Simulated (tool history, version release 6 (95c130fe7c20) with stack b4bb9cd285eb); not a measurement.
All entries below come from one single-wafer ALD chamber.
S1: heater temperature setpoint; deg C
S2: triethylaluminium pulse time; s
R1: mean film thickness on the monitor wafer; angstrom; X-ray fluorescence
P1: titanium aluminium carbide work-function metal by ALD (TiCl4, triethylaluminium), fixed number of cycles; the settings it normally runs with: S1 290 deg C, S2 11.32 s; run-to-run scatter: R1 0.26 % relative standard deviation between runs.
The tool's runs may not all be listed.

run	hour	S1	S2	R1
1	11.2	290	11.32	19.156
2	27.7	290	7.2	17.958
3	45.1	267	16.81	17.524
4	57.2	312	11.32	21.088
5	72.4	290	11.32	19.199
6	81.4	290	11.32	19.179
7	91	290	11.32	19.121
8	106.9	290	15.26	19.385
9	119.3	271	11.32	17.634
10	128	268	15.88	17.586
# hour 129.3: triethylaluminium bottle replaced
11	140.9	290	11.32	19.083
12	157.2	290	11.32	19.146
13	170.6	290	11.32	18.954
14	183.9	290	11.32	18.896
15	201.6	290	11.32	18.661
16	216.3	290	11.32	18.755
17	229.1	290	11.32	18.739
18	240.6	290	11.32	18.803

Compared with where it was, what P1 gives has crept away. Each cause listed below fits the log as well as the rest, at the size given for it:
A: triethylaluminium dose below that of a fresh bottle (%) = 19.5
B: wafer temperature below the value expected at the setpoint (K) = 5.23
The onset of the drift is placed at about hour 157.2.

Each of the 4 check runs below uses one wafer; its results are left as question marks. Which run tells the causes apart?
check 1	252.1	290	7.63	?
check 2	252.1	305	11.32	?
check 3	252.1	307	11.32	?
check 4	252.1	311	11.32	?

Check results expected under each cause:
check	result	if A	if B
check 1	R1	17.217	17.735
check 2	R1	19.998	20.023
check 3	R1	20.169	20.197
check 4	R1	20.512	20.547
Minimum pairwise separation of causes per check, each pair taken at its best-separating result: check 1 2.97 %; check 2 0.12 %; check 3 0.14 %; check 4 0.17 %
Only check 1 tells the causes apart: in the others they would give nearly the same result.

Here is what check 1 returned: R1 17.746 angstrom. Which cause is it?

The cause is B: wafer temperature below the value expected at the setpoint (K).

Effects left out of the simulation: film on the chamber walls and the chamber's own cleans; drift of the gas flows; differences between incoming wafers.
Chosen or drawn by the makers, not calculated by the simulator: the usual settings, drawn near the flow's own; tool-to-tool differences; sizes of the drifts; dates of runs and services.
